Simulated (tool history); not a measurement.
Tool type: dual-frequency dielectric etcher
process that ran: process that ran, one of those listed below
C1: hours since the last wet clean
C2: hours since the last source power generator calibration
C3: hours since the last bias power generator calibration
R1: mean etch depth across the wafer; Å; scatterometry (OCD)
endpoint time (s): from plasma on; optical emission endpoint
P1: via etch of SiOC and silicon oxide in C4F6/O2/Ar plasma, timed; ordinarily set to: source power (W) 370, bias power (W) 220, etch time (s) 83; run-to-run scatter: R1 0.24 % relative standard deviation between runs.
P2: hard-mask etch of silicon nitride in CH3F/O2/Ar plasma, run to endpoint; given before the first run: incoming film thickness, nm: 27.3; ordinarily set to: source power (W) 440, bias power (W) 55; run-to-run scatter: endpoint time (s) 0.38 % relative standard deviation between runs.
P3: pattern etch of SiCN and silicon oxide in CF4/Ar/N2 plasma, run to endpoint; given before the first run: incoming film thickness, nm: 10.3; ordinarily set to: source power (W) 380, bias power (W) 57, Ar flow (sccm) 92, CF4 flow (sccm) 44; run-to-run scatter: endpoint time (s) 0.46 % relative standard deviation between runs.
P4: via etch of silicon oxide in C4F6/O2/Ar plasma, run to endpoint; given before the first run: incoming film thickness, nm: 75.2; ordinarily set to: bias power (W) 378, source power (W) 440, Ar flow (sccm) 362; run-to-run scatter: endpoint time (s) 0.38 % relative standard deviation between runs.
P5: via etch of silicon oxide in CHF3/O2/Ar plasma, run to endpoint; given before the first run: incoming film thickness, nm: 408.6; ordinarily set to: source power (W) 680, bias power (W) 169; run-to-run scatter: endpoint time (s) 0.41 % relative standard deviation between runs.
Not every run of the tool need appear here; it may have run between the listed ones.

Run 1, hour 18.1: process that ran P1, source power (W) 370, bias power (W) 220, etch time (s) 83; C1 321.5; C2 359.5; C3 616.7. Result: R1 963.34 Å.
Run 2, hour 32.4: process that ran P3, source power (W) 380, bias power (W) 57, Ar flow (sccm) 92, CF4 flow (sccm) 44; C1 335.8; C2 373.8; C3 631. Result: endpoint time (s) 15.813.
Run 3, hour 50.3: process that ran P4, source power (W) 440, bias power (W) 496, Ar flow (sccm) 362; C1 353.7; C2 391.7; C3 648.9. Result: endpoint time (s) 17.33.
Run 4, hour 65.1: process that ran P1, source power (W) 370, bias power (W) 220, etch time (s) 83; C1 368.5; C2 406.5; C3 663.7. Result: R1 959 Å.
Run 5, hour 75.5: process that ran P2, source power (W) 440, bias power (W) 55; C1 378.9; C2 416.9; C3 674.1. Result: endpoint time (s) 42.087.
Run 6, hour 94.2: process that ran P1, source power (W) 370, bias power (W) 261, etch time (s) 83; C1 397.6; C2 435.6; C3 692.8. Result: R1 1022.2 Å.
Run 7, hour 107.1: process that ran P1, source power (W) 370, bias power (W) 220, etch time (s) 119; C1 410.5; C2 448.5; C3 705.7. Result: R1 1379.1 Å.
Run 8, hour 120.1: process that ran P1, source power (W) 370, bias power (W) 220, etch time (s) 83; C1 423.5; C2 461.5; C3 718.7. Result: R1 963.48 Å.
At hour 126: bias power generator calibrated.
Run 9, hour 131.5: process that ran P1, source power (W) 440, bias power (W) 220, etch time (s) 83; C1 434.9; C2 472.9; C3 5.5. Result: R1 1029.5 Å.
Run 10, hour 144: process that ran P1, source power (W) 370, bias power (W) 220, etch time (s) 51; C1 447.4; C2 485.4; C3 18. Result: R1 593.31 Å.
Run 11, hour 160.9: process that ran P1, source power (W) 370, bias power (W) 293, etch time (s) 46; C1 464.3; C2 502.3; C3 34.9. Result: R1 590.74 Å.
Run 12, hour 179.8: process that ran P3, source power (W) 380, bias power (W) 57, Ar flow (sccm) 92, CF4 flow (sccm) 32; C1 483.2; C2 521.2; C3 53.8. Result: endpoint time (s) 16.782.
Run 13, hour 190.7: process that ran P1, source power (W) 370, bias power (W) 220, etch time (s) 83; C1 494.1; C2 532.1; C3 64.7. Result: R1 966.52 Å.
Run 14, hour 209.4: process that ran P1, source power (W) 370, bias power (W) 220, etch time (s) 83; C1 512.8; C2 550.8; C3 83.4. Result: R1 964.14 Å.
Run 15, hour 227.6: process that ran P3, source power (W) 240, bias power (W) 57, Ar flow (sccm) 92, CF4 flow (sccm) 44; C1 531; C2 569; C3 101.6. Result: endpoint time (s) 23.731.
Run 16, hour 241.6: process that ran P1, source power (W) 370, bias power (W) 152, etch time (s) 83; C1 545; C2 583; C3 115.6. Result: R1 853.74 Å.
Run 17, hour 253: process that ran P2, source power (W) 440, bias power (W) 55; C1 556.4; C2 594.4; C3 127. Result: endpoint time (s) 42.12.
Run 18, hour 264.7: process that ran P4, source power (W) 440, bias power (W) 378, Ar flow (sccm) 448; C1 568.1; C2 606.1; C3 138.7. Result: endpoint time (s) 19.398.
Run 19, hour 280.9: process that ran P3, source power (W) 380, bias power (W) 44, Ar flow (sccm) 92, CF4 flow (sccm) 44; C1 584.3; C2 622.3; C3 154.9. Result: endpoint time (s) 17.088.
Run 20, hour 289.3: process that ran P3, source power (W) 380, bias power (W) 57, Ar flow (sccm) 60, CF4 flow (sccm) 44; C1 592.7; C2 630.7; C3 163.3. Result: endpoint time (s) 14.817.
Run 21, hour 304.9: process that ran P1, source power (W) 370, bias power (W) 220, etch time (s) 83; C1 608.3; C2 646.3; C3 178.9. Result: R1 961.35 Å.
Run 22, hour 320.8: process that ran P4, source power (W) 440, bias power (W) 378, Ar flow (sccm) 362; C1 624.2; C2 662.2; C3 194.8. Result: endpoint time (s) 18.955.
Run 23, hour 338.4: process that ran P2, source power (W) 440, bias power (W) 66; C1 641.8; C2 679.8; C3 212.4. Result: endpoint time (s) 39.442.
Run 24, hour 353.2: process that ran P2, source power (W) 270, bias power (W) 55; C1 656.6; C2 694.6; C3 227.2. Result: endpoint time (s) 50.422.
Run 25, hour 365.7: process that ran P5, source power (W) 680, bias power (W) 169; C1 669.1; C2 707.1; C3 239.7. Result: endpoint time (s) 207.71.
Run 26, hour 383.9: process that ran P5, source power (W) 680, bias power (W) 169; C1 687.3; C2 725.3; C3 257.9. Result: endpoint time (s) 207.52.
Run 27, hour 400.4: process that ran P5, source power (W) 460, bias power (W) 169; C1 703.8; C2 741.8; C3 274.4. Result: endpoint time (s) 241.67.
Run 28, hour 414.3: process that ran P1, source power (W) 370, bias power (W) 183, etch time (s) 119.5; C1 717.7; C2 755.7; C3 288.3. Result: R1 1306.6 Å.
Run 29, hour 427.6: process that ran P3, source power (W) 380, bias power (W) 57, Ar flow (sccm) 92, CF4 flow (sccm) 44; C1 731; C2 769; C3 301.6. Result: endpoint time (s) 15.89.
Run 30, hour 446: process that ran P4, source power (W) 280, bias power (W) 378, Ar flow (sccm) 362; C1 749.4; C2 787.4; C3 320. Result: endpoint time (s) 22.609.
Run 31, hour 458.5: process that ran P1, source power (W) 290, bias power (W) 268, etch time (s) 83; C1 761.9; C2 799.9; C3 332.5. Result: R1 939.37 Å.
Run 32, hour 474.8: process that ran P5, source power (W) 680, bias power (W) 236; C1 778.2; C2 816.2; C3 348.8. Result: endpoint time (s) 184.62.
Run 33, hour 488.7: process that ran P1, source power (W) 270, bias power (W) 220, etch time (s) 83; C1 792.1; C2 830.1; C3 362.7. Result: R1 854.36 Å.

Run 34 has not been measured yet. What should we expect?
Run 34, hour 503.7: process that ran P1, source power (W) 370, bias power (W) 220, etch time (s) 83; C1 807.1; C2 845.1; C3 377.7. Result: R1 ?.

R1: 963.65 Å
